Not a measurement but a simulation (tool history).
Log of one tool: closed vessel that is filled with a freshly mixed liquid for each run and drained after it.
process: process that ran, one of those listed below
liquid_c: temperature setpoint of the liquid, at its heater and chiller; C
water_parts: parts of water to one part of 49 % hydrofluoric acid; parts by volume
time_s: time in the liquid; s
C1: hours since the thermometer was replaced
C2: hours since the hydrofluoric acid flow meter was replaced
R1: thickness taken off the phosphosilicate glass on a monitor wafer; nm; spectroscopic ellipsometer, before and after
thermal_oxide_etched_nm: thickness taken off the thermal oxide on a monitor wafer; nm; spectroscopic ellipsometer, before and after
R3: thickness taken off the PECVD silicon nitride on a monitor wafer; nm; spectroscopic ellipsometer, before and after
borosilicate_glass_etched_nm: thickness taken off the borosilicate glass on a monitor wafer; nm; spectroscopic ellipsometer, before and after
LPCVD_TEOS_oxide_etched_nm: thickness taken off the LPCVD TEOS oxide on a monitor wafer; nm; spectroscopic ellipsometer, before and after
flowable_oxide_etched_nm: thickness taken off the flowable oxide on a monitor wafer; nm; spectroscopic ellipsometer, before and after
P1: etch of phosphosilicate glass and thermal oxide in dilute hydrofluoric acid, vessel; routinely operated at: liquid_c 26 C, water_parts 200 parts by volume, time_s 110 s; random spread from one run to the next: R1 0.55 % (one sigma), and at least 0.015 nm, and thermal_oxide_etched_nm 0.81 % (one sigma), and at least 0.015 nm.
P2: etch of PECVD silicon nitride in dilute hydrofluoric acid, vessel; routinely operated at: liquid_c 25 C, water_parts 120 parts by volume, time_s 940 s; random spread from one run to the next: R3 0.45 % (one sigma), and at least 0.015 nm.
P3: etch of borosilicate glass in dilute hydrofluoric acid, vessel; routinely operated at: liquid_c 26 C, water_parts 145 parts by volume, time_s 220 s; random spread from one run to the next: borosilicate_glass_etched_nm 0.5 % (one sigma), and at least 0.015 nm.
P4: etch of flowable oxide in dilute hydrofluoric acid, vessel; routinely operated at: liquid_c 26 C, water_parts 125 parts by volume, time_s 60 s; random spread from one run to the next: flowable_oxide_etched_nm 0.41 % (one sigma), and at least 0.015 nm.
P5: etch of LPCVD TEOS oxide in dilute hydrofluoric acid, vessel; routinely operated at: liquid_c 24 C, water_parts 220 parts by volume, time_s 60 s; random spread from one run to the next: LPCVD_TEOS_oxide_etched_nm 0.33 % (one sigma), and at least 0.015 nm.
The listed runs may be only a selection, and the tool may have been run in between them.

Run 1, hour 5.4: process P1, liquid_c 26 C, water_parts 200 parts by volume, time_s 110 s; C1 132.4; C2 207. Result: R1 46.792 nm, thermal_oxide_etched_nm 2.4972 nm.
Run 2, hour 15: process P2, liquid_c 25 C, water_parts 120 parts by volume, time_s 50 s; C1 142; C2 216.6. Result: R3 1.9737 nm.
Run 3, hour 21.1: process P1, liquid_c 29.5 C, water_parts 290 parts by volume, time_s 110 s; C1 148.1; C2 222.7. Result: R1 32.862 nm, thermal_oxide_etched_nm 1.7212 nm.
Run 4, hour 29.5: process P1, liquid_c 26 C, water_parts 40 parts by volume, time_s 110 s; C1 156.5; C2 231.1. Result: R1 287.49 nm, thermal_oxide_etched_nm 15.524 nm.
Run 5, hour 35.6: process P3, liquid_c 26 C, water_parts 145 parts by volume, time_s 220 s; C1 162.6; C2 237.2. Result: borosilicate_glass_etched_nm 46.592 nm.
Run 6, hour 41.5: process P1, liquid_c 32 C, water_parts 40 parts by volume, time_s 110 s; C1 168.5; C2 243.1. Result: R1 361.64 nm, thermal_oxide_etched_nm 19.311 nm.
Run 7, hour 51.1: process P3, liquid_c 26 C, water_parts 145 parts by volume, time_s 55 s; C1 178.1; C2 252.7. Result: borosilicate_glass_etched_nm 11.742 nm.
Run 8, hour 58.5: process P5, liquid_c 24 C, water_parts 220 parts by volume, time_s 110 s; C1 185.5; C2 260.1. Result: LPCVD_TEOS_oxide_etched_nm 18.749 nm.
Run 9, hour 67.4: process P1, liquid_c 26 C, water_parts 305 parts by volume, time_s 210 s; C1 194.4; C2 269. Result: R1 52.262 nm, thermal_oxide_etched_nm 2.8061 nm.
Run 10, hour 77.2: process P4, liquid_c 26 C, water_parts 215 parts by volume, time_s 60 s; C1 204.2; C2 278.8. Result: flowable_oxide_etched_nm 8.7157 nm.
Run 11, hour 85: process P1, liquid_c 26 C, water_parts 200 parts by volume, time_s 110 s; C1 212; C2 286.6. Result: R1 46.779 nm, thermal_oxide_etched_nm 2.515 nm.
Run 12, hour 91.3: process P1, liquid_c 31 C, water_parts 200 parts by volume, time_s 110 s; C1 218.3; C2 292.9. Result: R1 55.576 nm, thermal_oxide_etched_nm 2.9802 nm.
Run 13, hour 98.8: process P1, liquid_c 26 C, water_parts 200 parts by volume, time_s 30 s; C1 225.8; C2 300.4. Result: R1 12.69 nm, thermal_oxide_etched_nm 0.68133 nm.
Run 14, hour 104.5: process P1, liquid_c 26 C, water_parts 200 parts by volume, time_s 110 s; C1 231.5; C2 306.1. Result: R1 46.06 nm, thermal_oxide_etched_nm 2.456 nm.
Run 15, hour 112.4: process P2, liquid_c 25 C, water_parts 120 parts by volume, time_s 940 s; C1 239.4; C2 314. Result: R3 37.574 nm.
Run 16, hour 122.6: process P5, liquid_c 24 C, water_parts 325 parts by volume, time_s 60 s; C1 249.6; C2 324.2. Result: LPCVD_TEOS_oxide_etched_nm 6.2335 nm.
Run 17, hour 132.7: process P3, liquid_c 33 C, water_parts 145 parts by volume, time_s 220 s; C1 259.7; C2 334.3. Result: borosilicate_glass_etched_nm 60.836 nm.
Run 18, hour 141.9: process P5, liquid_c 32 C, water_parts 220 parts by volume, time_s 60 s; C1 268.9; C2 343.5. Result: LPCVD_TEOS_oxide_etched_nm 13.469 nm.
Run 19, hour 150.2: process P1, liquid_c 26 C, water_parts 200 parts by volume, time_s 110 s; C1 277.2; C2 351.8. Result: R1 46.682 nm, thermal_oxide_etched_nm 2.499 nm.
Run 20, hour 160.2: process P2, liquid_c 25 C, water_parts 35 parts by volume, time_s 940 s; C1 287.2; C2 361.8. Result: R3 125.83 nm.
Run 21, hour 167.4: process P1, liquid_c 26 C, water_parts 200 parts by volume, time_s 110 s; C1 294.4; C2 369. Result: R1 46.953 nm, thermal_oxide_etched_nm 2.4992 nm.
Run 22, hour 172.5: process P3, liquid_c 26 C, water_parts 200 parts by volume, time_s 220 s; C1 299.5; C2 374.1. Result: borosilicate_glass_etched_nm 32.107 nm.
Run 23, hour 182.4: process P1, liquid_c 19 C, water_parts 200 parts by volume, time_s 110 s; C1 309.4; C2 384. Result: R1 36.085 nm, thermal_oxide_etched_nm 1.9085 nm.

Predict the results of run 24:
Run 24, hour 191.8: process P1, liquid_c 26 C, water_parts 200 parts by volume, time_s 110 s; C1 318.8; C2 393.4. Result: R1 ?, thermal_oxide_etched_nm ?.

Run 24 came out at R1 46.689 nm, thermal_oxide_etched_nm 2.532 nm.
